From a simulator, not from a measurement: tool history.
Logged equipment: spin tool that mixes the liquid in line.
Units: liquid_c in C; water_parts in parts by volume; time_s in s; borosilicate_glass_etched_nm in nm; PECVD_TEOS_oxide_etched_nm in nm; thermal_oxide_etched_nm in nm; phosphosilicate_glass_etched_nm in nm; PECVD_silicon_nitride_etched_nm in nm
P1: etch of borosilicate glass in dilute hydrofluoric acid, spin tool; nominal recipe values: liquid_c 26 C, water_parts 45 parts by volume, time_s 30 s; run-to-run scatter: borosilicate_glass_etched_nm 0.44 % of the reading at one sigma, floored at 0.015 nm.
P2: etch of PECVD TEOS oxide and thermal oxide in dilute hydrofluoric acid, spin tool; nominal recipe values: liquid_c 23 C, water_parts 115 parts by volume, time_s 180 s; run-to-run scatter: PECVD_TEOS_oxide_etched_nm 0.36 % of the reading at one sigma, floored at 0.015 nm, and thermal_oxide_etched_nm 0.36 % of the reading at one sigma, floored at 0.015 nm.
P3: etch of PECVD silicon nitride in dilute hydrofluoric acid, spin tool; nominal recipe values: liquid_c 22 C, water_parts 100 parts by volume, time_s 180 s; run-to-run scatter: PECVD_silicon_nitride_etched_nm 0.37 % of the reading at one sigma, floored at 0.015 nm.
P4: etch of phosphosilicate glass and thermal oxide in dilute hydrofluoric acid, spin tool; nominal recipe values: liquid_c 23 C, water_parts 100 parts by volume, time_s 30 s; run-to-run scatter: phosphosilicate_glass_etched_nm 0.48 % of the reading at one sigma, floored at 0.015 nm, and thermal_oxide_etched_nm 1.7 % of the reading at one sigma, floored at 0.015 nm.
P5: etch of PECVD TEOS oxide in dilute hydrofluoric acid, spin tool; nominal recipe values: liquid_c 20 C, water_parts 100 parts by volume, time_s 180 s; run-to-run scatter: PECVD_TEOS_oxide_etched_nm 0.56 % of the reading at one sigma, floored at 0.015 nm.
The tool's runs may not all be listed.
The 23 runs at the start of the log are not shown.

run,hour,process,liquid_c,water_parts,time_s,hours since the thermometer was replaced,hours since the hydrofluoric acid flow meter was replaced,borosilicate_glass_etched_nm,PECVD_TEOS_oxide_etched_nm,thermal_oxide_etched_nm,phosphosilicate_glass_etched_nm,PECVD_silicon_nitride_etched_nm
24,140.5,P1,26,45,30,569.3,467.8,38.852,,,,
25,146.9,P4,23,100,60,575.7,474.2,,,2.9304,48.253,
26,151.5,P2,23,115,300,580.3,478.8,,20.625,11.577,,
27,155.4,P1,26,45,15,584.2,482.7,19.582,,,,
28,163.8,P3,22,100,180,592.6,491.1,,,,,8.8526
29,168.4,P1,33,70,30,597.2,495.7,31.805,,,,
30,175.4,P1,26,20,30,604.2,502.7,91.208,,,,
31,180.1,P5,26.5,100,180,608.9,507.4,,16.65,,,
32,184.3,P3,22,100,180,613.1,511.6,,,,,8.8229
33,189.4,P1,26,45,30,618.2,516.7,38.869,,,,
34,195.5,P1,26,45,50,624.3,522.8,64.577,,,,
35,201,P1,26,45,30,629.8,528.3,39.076,,,,
36,208.2,P1,26,45,30,637,535.5,40.501,,,,
37,213.3,P1,26,45,30,642.1,540.6,40.896,,,,
38,217.3,P1,26,45,30,646.1,544.6,41.306,,,,
39,224.1,P1,26,45,30,652.9,551.4,41.821,,,,
40,229.2,P1,26,45,30,658,556.5,41.806,,,,
41,233.7,P1,26,45,30,662.5,561,42.261,,,,
42,237.7,P1,26,45,30,666.5,565,42.071,,,,
43,243,P1,26,45,30,671.8,570.3,42.498,,,,
44,251.7,P1,26,45,30,680.5,579,42.039,,,,

What will run 45 give?
45,260.4,P1,26,45,30,689.2,587.7,?,,,,

Run 45 came out at borosilicate_glass_etched_nm 42.102 nm.
